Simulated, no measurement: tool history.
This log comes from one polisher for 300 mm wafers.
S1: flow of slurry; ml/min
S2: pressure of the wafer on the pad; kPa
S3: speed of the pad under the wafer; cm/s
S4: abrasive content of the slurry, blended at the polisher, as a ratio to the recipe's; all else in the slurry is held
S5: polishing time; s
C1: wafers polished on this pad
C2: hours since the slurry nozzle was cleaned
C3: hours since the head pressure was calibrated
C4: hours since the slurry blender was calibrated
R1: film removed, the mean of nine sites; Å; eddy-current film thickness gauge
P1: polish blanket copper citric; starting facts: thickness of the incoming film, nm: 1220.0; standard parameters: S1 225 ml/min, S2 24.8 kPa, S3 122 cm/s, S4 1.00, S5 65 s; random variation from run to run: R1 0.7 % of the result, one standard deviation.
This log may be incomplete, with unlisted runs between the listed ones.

run   hour   S1    S2   S3    S4  S5    C1     C2     C3     C4       R1
  1    6.5  225  24.8  122  1.00  65   244  320.9  676.1  209.7  2098.30
  2   14.7  225  11.0  122  1.00  65   347  329.1  684.3  217.9   946.12
  3   23.1  225  24.8  122  0.50  65   453  337.5  692.7  226.3  1787.70
  4   28.9  225  24.8  122  1.00  29   527  343.3  698.5  232.1   913.41
  5   36.4  225  24.8  122  1.00  65   621  350.8  706.0  239.6  2056.20
  6   44.3  225  24.8   58  1.00  65   721  358.7  713.9  247.5  1008.10
  7   49.7  225  24.8  122  1.00  65   789  364.1  719.3  252.9  2051.00
  8   58.6  225  35.2   62  1.00  65   902  373.0  728.2  261.8  1490.60
  9   67.6  225  24.8  122  1.00  98  1015  382.0  737.2  270.8  3135.00
 10   74.3  225  24.8  122  1.00  65  1100  388.7  743.9  277.5  2075.10
      82.9  -- slurry nozzle cleaned
 11   83.5  225  39.3  122  1.00  65  1216    0.7  753.1  286.7  3202.30
 12   92.1  225  24.8  186  1.00  65  1324    9.3  761.7  295.3  3176.50
 13  101.9  135  24.8  122  1.00  65  1448   19.1  771.5  305.1  1916.20
 14  108.7  225  24.8  122  1.00  65  1534   25.9  778.3  311.9  2052.20
 15  115.9  225  24.8  122  1.35  65  1625   33.1  785.5  319.1  2233.10
 16  123.2  340  24.8  122  1.00  65  1717   40.4  792.8  326.4  2149.80

What does the tool deliver on the next run?
 17  130.4  225  24.8  122  1.00  65  1808  47.6  800.0  333.6   ?

R1: 2078.60 Å

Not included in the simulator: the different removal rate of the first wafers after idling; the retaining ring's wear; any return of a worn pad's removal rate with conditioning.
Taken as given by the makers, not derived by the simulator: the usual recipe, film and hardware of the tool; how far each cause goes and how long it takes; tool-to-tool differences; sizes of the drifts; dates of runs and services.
